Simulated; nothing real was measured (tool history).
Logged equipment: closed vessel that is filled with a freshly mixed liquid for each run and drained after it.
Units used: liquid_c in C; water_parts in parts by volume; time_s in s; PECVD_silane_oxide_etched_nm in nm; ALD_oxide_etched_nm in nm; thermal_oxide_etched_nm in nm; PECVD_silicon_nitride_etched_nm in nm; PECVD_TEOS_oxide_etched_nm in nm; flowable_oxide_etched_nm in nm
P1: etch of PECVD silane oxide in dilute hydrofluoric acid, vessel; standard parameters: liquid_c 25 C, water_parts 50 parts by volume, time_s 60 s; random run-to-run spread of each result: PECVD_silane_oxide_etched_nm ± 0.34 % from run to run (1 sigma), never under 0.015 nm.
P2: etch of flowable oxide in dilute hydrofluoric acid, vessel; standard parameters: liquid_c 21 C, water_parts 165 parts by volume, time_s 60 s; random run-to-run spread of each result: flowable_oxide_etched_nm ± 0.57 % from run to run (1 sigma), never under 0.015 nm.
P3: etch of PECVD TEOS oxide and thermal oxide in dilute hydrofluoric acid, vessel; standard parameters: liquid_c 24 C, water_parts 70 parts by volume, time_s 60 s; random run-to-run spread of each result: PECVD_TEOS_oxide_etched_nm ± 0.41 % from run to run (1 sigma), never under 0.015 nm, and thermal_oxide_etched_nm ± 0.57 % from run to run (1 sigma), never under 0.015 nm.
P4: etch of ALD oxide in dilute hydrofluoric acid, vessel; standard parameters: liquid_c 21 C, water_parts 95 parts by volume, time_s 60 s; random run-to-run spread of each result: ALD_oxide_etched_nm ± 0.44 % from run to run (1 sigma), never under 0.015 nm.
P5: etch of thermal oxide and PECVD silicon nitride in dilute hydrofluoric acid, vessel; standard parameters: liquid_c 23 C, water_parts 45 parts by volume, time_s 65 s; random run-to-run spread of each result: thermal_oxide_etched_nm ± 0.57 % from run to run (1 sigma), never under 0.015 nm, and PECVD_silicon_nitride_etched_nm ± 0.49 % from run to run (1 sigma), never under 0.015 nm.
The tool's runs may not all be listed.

run	hour	process	liquid_c	water_parts	time_s	hours since the thermometer was replaced	hours since the hydrofluoric acid flow meter was replaced	PECVD_silane_oxide_etched_nm	ALD_oxide_etched_nm	thermal_oxide_etched_nm	PECVD_silicon_nitride_etched_nm	PECVD_TEOS_oxide_etched_nm	flowable_oxide_etched_nm
1	4.9	P1	25	50	60	1371.6	1144.2	33.273					
2	9.9	P4	21	95	60	1376.6	1149.2		17.921				
3	16.4	P1	25	85	95	1383.1	1155.7	29.61					
4	19.9	P1	25	20	30	1386.6	1159.2	43.415					
5	26.1	P5	23	75	65	1392.8	1165.4			4.1802	2.5499		
6	29.9	P5	23	45	65	1396.6	1169.2			7.2072	4.1613		
7	35.1	P1	25	20	60	1401.8	1174.4	87.049					
8	42.2	P3	24	70	60	1408.9	1181.5			4.3107		11.999	
9	46.1	P2	21	165	30	1412.8	1185.4						6.9568
10	51.2	P3	24	70	100	1417.9	1190.5			7.1954		19.899	
11	55.4	P4	25	95	60	1422.1	1194.7		21.071				
12	59.3	P4	21	95	60	1426	1198.6		17.746				
13	66.3	P1	25	90	60	1433	1205.6	17.475					
14	70.8	P5	23	45	65	1437.5	1210.1			7.2656	4.1486		
15	74.9	P1	25	50	30	1441.6	1214.2	16.709					
16	81.4	P5	17	45	65	1448.1	1220.7			5.6088	2.7422		
17	85.6	P5	23	45	125	1452.3	1224.9			14.028	8.0084		
18	89.4	P1	25	50	90	1456.1	1228.7	50.304					
19	95.5	P1	25	50	60	1462.2	1234.8	33.429					
20	101.1	P1	25	50	60	1467.8	1240.4	33.192					
21	107.6	P2	21	60	60	1474.3	1246.9						43.003
22	113.1	P3	24	35	60	1479.8	1252.4			9.133		25.179	
23	116.4	P3	28	70	60	1483.1	1255.7			5.0987		14.084	
24	119.9	P1	17	50	60	1486.6	1259.2	23.699					
25	126.7	P4	21	165	60	1493.4	1266		9.4157				
26	132.6	P3	24	70	60	1499.3	1271.9			4.2748		12.107	

Estimate the outcome of run 27 from the log above:
27	137.3	P1	19.5	50	30	1504	1276.6	?					

{"run 27": {"PECVD_silane_oxide_etched_nm": 13.204}}

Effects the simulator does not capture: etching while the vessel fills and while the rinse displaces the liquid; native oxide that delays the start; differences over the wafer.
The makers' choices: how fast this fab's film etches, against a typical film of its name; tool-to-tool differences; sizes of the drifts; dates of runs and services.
